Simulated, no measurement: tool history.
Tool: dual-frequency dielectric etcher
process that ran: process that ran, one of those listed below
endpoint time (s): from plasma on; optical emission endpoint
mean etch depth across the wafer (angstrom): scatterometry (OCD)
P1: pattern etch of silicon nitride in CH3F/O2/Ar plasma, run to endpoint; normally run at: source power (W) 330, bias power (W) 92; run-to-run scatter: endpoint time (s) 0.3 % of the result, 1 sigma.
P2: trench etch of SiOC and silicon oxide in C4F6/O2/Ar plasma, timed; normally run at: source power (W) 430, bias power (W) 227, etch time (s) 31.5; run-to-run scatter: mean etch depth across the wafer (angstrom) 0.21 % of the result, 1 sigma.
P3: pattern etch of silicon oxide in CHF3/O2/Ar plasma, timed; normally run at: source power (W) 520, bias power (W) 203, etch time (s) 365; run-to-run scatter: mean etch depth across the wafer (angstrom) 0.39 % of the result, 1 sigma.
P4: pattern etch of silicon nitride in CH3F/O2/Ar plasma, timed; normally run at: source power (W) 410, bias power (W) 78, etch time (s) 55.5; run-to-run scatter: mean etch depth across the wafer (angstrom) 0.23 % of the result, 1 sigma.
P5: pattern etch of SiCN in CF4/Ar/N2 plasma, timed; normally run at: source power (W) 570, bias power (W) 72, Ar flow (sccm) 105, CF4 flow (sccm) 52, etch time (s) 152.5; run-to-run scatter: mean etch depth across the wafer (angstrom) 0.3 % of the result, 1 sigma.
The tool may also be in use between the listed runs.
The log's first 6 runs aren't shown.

run   hour  process that ran  source power (W)  bias power (W)  etch time (s)  Ar flow (sccm)  CF4 flow (sccm)  hours since the last wet clean  hours since the last source power generator calibration  hours since the last bias power generator calibration  endpoint time (s)  mean etch depth across the wafer (angstrom)
      36.1  -- wet clean of the chamber
  7   40.2                P1               430              92                                                                             4.2                                                    900.8                                                  809.3             59.476
  8   45.3                P2               570             227           31.5                                                              9.3                                                    905.9                                                  814.4                                                          780.31
      46.4  -- bias power generator calibrated
  9   52.3                P5               570              72          152.5             105               68                            16.3                                                    912.9                                                      6                                                          1552.7
 10   58.6                P5               570              72          152.5             105               52                            22.6                                                    919.2                                                   12.3                                                          1484.7
 11   62.7                P4               540              78           55.5                                                             26.7                                                    923.3                                                   16.4                                                          437.07
 12   66.5                P1               330              92                                                                            30.5                                                    927.1                                                   20.2             65.792
 13   70.2                P4               410              78           55.5                                                             34.2                                                    930.8                                                   23.9                                                          395.97
 14   74.8                P5               570              72          152.5              73               52                            38.8                                                    935.4                                                   28.5                                                          1578.3
 15   81.4                P1               330              92                                                                            45.4                                                      942                                                   35.1             65.772
 16   87.6                P4               410              78           55.5                                                             51.6                                                    948.2                                                   41.3                                                          395.62
 17   93.9                P1               260             115                                                                            57.9                                                    954.5                                                   47.6             65.639
 18   98.1                P2               430             227           24.5                                                             62.1                                                    958.7                                                   51.8                                                          541.17
 19  105.2                P3               520             203          250.5                                                             69.2                                                    965.8                                                   58.9                                                          4778.9
 20  109.3                P1               330              92                                                                            73.3                                                    969.9                                                     63             65.666
 21  116.5                P2               430             227           31.5                                                             80.5                                                    977.1                                                   70.2                                                          693.75
 22  121.9                P1               330              59                                                                            85.9                                                    982.5                                                   75.6             77.004
 23  127.2                P5               390              72          152.5             105               52                            91.2                                                    987.8                                                   80.9                                                          1068.2

Run 24 comes next. What will it give?
 24  133.2                P1               330             131                                                                            97.2                                                    993.8                                                   86.9                  ?

endpoint time (s): 57.464
